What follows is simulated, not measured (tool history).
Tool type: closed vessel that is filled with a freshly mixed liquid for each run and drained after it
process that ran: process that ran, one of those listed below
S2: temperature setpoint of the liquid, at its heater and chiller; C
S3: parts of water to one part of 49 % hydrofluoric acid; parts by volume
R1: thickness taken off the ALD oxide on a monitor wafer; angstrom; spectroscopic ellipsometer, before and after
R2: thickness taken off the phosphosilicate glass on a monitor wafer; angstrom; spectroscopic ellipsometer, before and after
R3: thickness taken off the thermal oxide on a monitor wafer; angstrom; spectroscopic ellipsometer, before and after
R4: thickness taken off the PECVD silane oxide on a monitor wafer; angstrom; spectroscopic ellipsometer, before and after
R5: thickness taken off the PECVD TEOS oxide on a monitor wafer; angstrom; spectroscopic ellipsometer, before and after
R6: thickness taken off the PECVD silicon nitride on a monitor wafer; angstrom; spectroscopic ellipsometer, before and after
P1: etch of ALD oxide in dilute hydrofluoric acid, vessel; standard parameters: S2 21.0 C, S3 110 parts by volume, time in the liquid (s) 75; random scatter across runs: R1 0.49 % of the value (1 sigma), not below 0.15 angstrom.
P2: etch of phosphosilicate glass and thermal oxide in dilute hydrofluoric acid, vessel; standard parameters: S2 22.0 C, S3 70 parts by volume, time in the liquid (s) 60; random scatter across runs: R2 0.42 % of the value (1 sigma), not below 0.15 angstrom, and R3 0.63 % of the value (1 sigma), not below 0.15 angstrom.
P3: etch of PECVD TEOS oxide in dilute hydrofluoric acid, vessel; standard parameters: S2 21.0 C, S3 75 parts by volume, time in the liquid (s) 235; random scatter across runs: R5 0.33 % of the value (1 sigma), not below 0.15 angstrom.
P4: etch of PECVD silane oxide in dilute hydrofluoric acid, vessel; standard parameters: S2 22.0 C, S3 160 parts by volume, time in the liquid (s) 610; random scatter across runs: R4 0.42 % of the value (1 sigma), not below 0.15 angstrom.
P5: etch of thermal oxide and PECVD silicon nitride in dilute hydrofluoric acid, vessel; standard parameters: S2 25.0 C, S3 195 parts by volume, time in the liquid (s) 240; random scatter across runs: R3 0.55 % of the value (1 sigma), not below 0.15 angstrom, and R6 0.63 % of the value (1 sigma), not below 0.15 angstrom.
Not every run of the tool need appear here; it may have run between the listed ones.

{"run": 1, "hour": 10.9, "process that ran": "P1", "S2": 21.0, "S3": 110, "time in the liquid (s)": 75, "R1": 89.556}
{"run": 2, "hour": 29.9, "process that ran": "P2", "S2": 22.0, "S3": 70, "time in the liquid (s)": 110, "R2": 1999.9, "R3": 72.353}
{"run": 3, "hour": 40.4, "process that ran": "P1", "S2": 17.0, "S3": 110, "time in the liquid (s)": 75, "R1": 76.596}
{"run": 4, "hour": 57.1, "process that ran": "P4", "S2": 17.0, "S3": 160, "time in the liquid (s)": 610, "R4": 471.32}
{"run": 5, "hour": 75.6, "process that ran": "P3", "S2": 21.0, "S3": 35, "time in the liquid (s)": 235, "R5": 739.81}
{"run": 6, "hour": 84.3, "process that ran": "P1", "S2": 21.0, "S3": 110, "time in the liquid (s)": 75, "R1": 90.358}
{"run": 7, "hour": 102.4, "process that ran": "P5", "S2": 25.0, "S3": 195, "time in the liquid (s)": 355, "R3": 83.551, "R6": 68.535}
{"run": 8, "hour": 117.6, "process that ran": "P2", "S2": 27.5, "S3": 70, "time in the liquid (s)": 60, "R2": 1367.0, "R3": 49.109}
{"run": 9, "hour": 126.2, "process that ran": "P1", "S2": 21.0, "S3": 110, "time in the liquid (s)": 75, "R1": 90.165}
{"run": 10, "hour": 135.4, "process that ran": "P1", "S2": 21.0, "S3": 110, "time in the liquid (s)": 145, "R1": 172.02}
{"run": 11, "hour": 151.1, "process that ran": "P5", "S2": 25.0, "S3": 195, "time in the liquid (s)": 240, "R3": 56.528, "R6": 46.662}
{"run": 12, "hour": 162.4, "process that ran": "P1", "S2": 17.0, "S3": 65, "time in the liquid (s)": 75, "R1": 135.47}
{"run": 13, "hour": 173.6, "process that ran": "P1", "S2": 26.0, "S3": 110, "time in the liquid (s)": 75, "R1": 108.63}
{"run": 14, "hour": 189.5, "process that ran": "P4", "S2": 22.0, "S3": 160, "time in the liquid (s)": 610, "R4": 582.57}
{"run": 15, "hour": 206.6, "process that ran": "P5", "S2": 25.0, "S3": 75, "time in the liquid (s)": 240, "R3": 168.38, "R6": 119.07}
{"run": 16, "hour": 218.3, "process that ran": "P1", "S2": 21.0, "S3": 110, "time in the liquid (s)": 75, "R1": 90.246}
{"run": 17, "hour": 233.1, "process that ran": "P4", "S2": 22.0, "S3": 160, "time in the liquid (s)": 1040, "R4": 975.06}
{"run": 18, "hour": 249.8, "process that ran": "P4", "S2": 22.0, "S3": 290, "time in the liquid (s)": 610, "R4": 276.34}
{"run": 19, "hour": 266.8, "process that ran": "P1", "S2": 21.0, "S3": 195, "time in the liquid (s)": 135, "R1": 84.079}
{"run": 20, "hour": 284.8, "process that ran": "P1", "S2": 21.0, "S3": 110, "time in the liquid (s)": 30, "R1": 35.678}
{"run": 21, "hour": 300.8, "process that ran": "P3", "S2": 17.0, "S3": 75, "time in the liquid (s)": 235, "R5": 278.39}
{"run": 22, "hour": 317.7, "process that ran": "P2", "S2": 22.0, "S3": 35, "time in the liquid (s)": 60, "R2": 2276.0, "R3": 81.715}
{"run": 23, "hour": 327.3, "process that ran": "P3", "S2": 21.0, "S3": 75, "time in the liquid (s)": 235, "R5": 325.26}
{"run": 24, "hour": 340.9, "process that ran": "P1", "S2": 21.0, "S3": 35, "time in the liquid (s)": 75, "R1": 309.27}
{"run": 25, "hour": 351.9, "process that ran": "P1", "S2": 21.0, "S3": 185, "time in the liquid (s)": 145, "R1": 94.972}
{"run": 26, "hour": 360.5, "process that ran": "P3", "S2": 21.0, "S3": 75, "time in the liquid (s)": 235, "R5": 327.03}
{"run": 27, "hour": 370.3, "process that ran": "P1", "S2": 21.0, "S3": 110, "time in the liquid (s)": 75, "R1": 89.506}
{"run": 28, "hour": 380.2, "process that ran": "P3", "S2": 21.0, "S3": 75, "time in the liquid (s)": 445, "R5": 620.35}
{"run": 29, "hour": 392.4, "process that ran": "P1", "S2": 21.0, "S3": 110, "time in the liquid (s)": 75, "R1": 89.646}
{"run": 30, "hour": 405.4, "process that ran": "P1", "S2": 21.0, "S3": 170, "time in the liquid (s)": 75, "R1": 54.598}
{"run": 31, "hour": 418.9, "process that ran": "P5", "S2": 25.0, "S3": 195, "time in the liquid (s)": 240, "R3": 55.775, "R6": 46.951}
{"run": 32, "hour": 430.2, "process that ran": "P2", "S2": 22.0, "S3": 70, "time in the liquid (s)": 60, "R2": 1091.8, "R3": 39.323}
{"run": 33, "hour": 446.4, "process that ran": "P5", "S2": 31.0, "S3": 195, "time in the liquid (s)": 240, "R3": 69.27, "R6": 67.218}

Run 34 is up next; what results do you expect?
{"run": 34, "hour": 457.6, "process that ran": "P1", "S2": 21.0, "S3": 110, "time in the liquid (s)": 75, "R1": "?"}

Run 34 came out at R1 89.755 angstrom.

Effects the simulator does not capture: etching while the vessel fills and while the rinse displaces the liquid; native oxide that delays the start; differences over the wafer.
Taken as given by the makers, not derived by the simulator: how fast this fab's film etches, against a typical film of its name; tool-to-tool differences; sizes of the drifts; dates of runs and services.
